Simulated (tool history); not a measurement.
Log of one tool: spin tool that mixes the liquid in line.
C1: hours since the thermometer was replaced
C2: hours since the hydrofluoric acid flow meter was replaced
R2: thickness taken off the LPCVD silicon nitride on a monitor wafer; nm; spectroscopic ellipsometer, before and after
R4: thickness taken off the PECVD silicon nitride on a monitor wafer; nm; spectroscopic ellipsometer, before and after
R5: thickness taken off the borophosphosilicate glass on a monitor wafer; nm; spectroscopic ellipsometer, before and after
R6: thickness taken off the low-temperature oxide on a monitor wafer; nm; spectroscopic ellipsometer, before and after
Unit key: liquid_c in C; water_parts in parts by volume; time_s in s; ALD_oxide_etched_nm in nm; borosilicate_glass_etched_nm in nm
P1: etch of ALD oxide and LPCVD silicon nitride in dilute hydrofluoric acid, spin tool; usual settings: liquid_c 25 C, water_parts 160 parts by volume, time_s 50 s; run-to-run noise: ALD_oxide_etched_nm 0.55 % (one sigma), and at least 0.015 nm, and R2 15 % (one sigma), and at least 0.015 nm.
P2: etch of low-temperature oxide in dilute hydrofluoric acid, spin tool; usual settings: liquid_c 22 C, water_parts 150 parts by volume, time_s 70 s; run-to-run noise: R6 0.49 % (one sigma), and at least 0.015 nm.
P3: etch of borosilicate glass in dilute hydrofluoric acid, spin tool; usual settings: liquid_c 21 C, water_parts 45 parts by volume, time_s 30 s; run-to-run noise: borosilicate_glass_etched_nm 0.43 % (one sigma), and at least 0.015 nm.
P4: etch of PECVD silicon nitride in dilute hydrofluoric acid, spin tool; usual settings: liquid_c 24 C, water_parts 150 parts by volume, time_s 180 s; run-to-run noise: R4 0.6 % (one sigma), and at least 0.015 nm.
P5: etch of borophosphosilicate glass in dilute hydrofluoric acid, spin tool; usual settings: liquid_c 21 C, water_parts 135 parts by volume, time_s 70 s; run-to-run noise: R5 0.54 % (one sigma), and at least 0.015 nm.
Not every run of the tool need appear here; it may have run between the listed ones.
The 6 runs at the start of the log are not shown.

Run 7, hour 24.3: process P2, liquid_c 17.5 C, water_parts 150 parts by volume, time_s 70 s; C1 1344.8; C2 628.1. Result: R6 4.7586 nm.
Run 8, hour 29: process P4, liquid_c 18.5 C, water_parts 150 parts by volume, time_s 180 s; C1 1349.5; C2 632.8. Result: R4 2.2965 nm.
Run 9, hour 33.7: process P3, liquid_c 25 C, water_parts 45 parts by volume, time_s 30 s; C1 1354.2; C2 637.5. Result: borosilicate_glass_etched_nm 38.134 nm.
Run 10, hour 38.1: process P1, liquid_c 17 C, water_parts 160 parts by volume, time_s 50 s; C1 1358.6; C2 641.9. Result: ALD_oxide_etched_nm 3.297 nm, R2 0.11465 nm.
Run 11, hour 42.6: process P1, liquid_c 25 C, water_parts 160 parts by volume, time_s 50 s; C1 1363.1; C2 646.4. Result: ALD_oxide_etched_nm 4.5605 nm, R2 0.12737 nm.
Run 12, hour 47.2: process P2, liquid_c 22 C, water_parts 150 parts by volume, time_s 110 s; C1 1367.7; C2 651. Result: R6 8.9781 nm.
Run 13, hour 51.5: process P1, liquid_c 17 C, water_parts 95 parts by volume, time_s 50 s; C1 1372; C2 655.3. Result: ALD_oxide_etched_nm 5.9824 nm, R2 0.1627 nm.
Run 14, hour 53.7: process P1, liquid_c 25 C, water_parts 235 parts by volume, time_s 50 s; C1 1374.2; C2 657.5. Result: ALD_oxide_etched_nm 2.8513 nm, R2 0.10061 nm.
Run 15, hour 57: process P1, liquid_c 29.5 C, water_parts 160 parts by volume, time_s 15 s; C1 1377.5; C2 660.8. Result: ALD_oxide_etched_nm 1.6348 nm, R2 0.073227 nm.
Run 16, hour 61.6: process P1, liquid_c 25 C, water_parts 160 parts by volume, time_s 50 s; C1 1382.1; C2 665.4. Result: ALD_oxide_etched_nm 4.5356 nm, R2 0.1378 nm.
Run 17, hour 65.2: process P1, liquid_c 25 C, water_parts 160 parts by volume, time_s 75 s; C1 1385.7; C2 669. Result: ALD_oxide_etched_nm 6.7853 nm, R2 0.24598 nm.
Run 18, hour 68: process P5, liquid_c 21 C, water_parts 135 parts by volume, time_s 70 s; C1 1388.5; C2 671.8. Result: R5 20.154 nm.
Run 19, hour 70.2: process P5, liquid_c 21 C, water_parts 235 parts by volume, time_s 70 s; C1 1390.7; C2 674. Result: R5 10.519 nm.
Run 20, hour 74.4: process P2, liquid_c 22 C, water_parts 150 parts by volume, time_s 70 s; C1 1394.9; C2 678.2. Result: R6 5.7156 nm.
Run 21, hour 76.8: process P5, liquid_c 21 C, water_parts 135 parts by volume, time_s 15 s; C1 1397.3; C2 680.6. Result: R5 4.2863 nm.
Run 22, hour 80.3: process P2, liquid_c 22 C, water_parts 260 parts by volume, time_s 70 s; C1 1400.8; C2 684.1. Result: R6 2.9479 nm.
Run 23, hour 83.2: process P1, liquid_c 25 C, water_parts 160 parts by volume, time_s 50 s; C1 1403.7; C2 687. Result: ALD_oxide_etched_nm 4.5329 nm, R2 0.22518 nm.
Run 24, hour 87.2: process P5, liquid_c 21 C, water_parts 135 parts by volume, time_s 70 s; C1 1407.7; C2 691. Result: R5 20.196 nm.
Run 25, hour 91: process P1, liquid_c 25 C, water_parts 160 parts by volume, time_s 50 s; C1 1411.5; C2 694.8. Result: ALD_oxide_etched_nm 4.527 nm, R2 0.16924 nm.
Run 26, hour 93.2: process P4, liquid_c 24 C, water_parts 150 parts by volume, time_s 280 s; C1 1413.7; C2 697. Result: R4 5.1621 nm.

Run 27 has not been measured yet. What should we expect?
Run 27, hour 97.8: process P1, liquid_c 25 C, water_parts 160 parts by volume, time_s 15 s; C1 1418.3; C2 701.6. Result: ALD_oxide_etched_nm ?, R2 ?.

ALD_oxide_etched_nm: 1.3586 nm
R2: 0.051662 nm
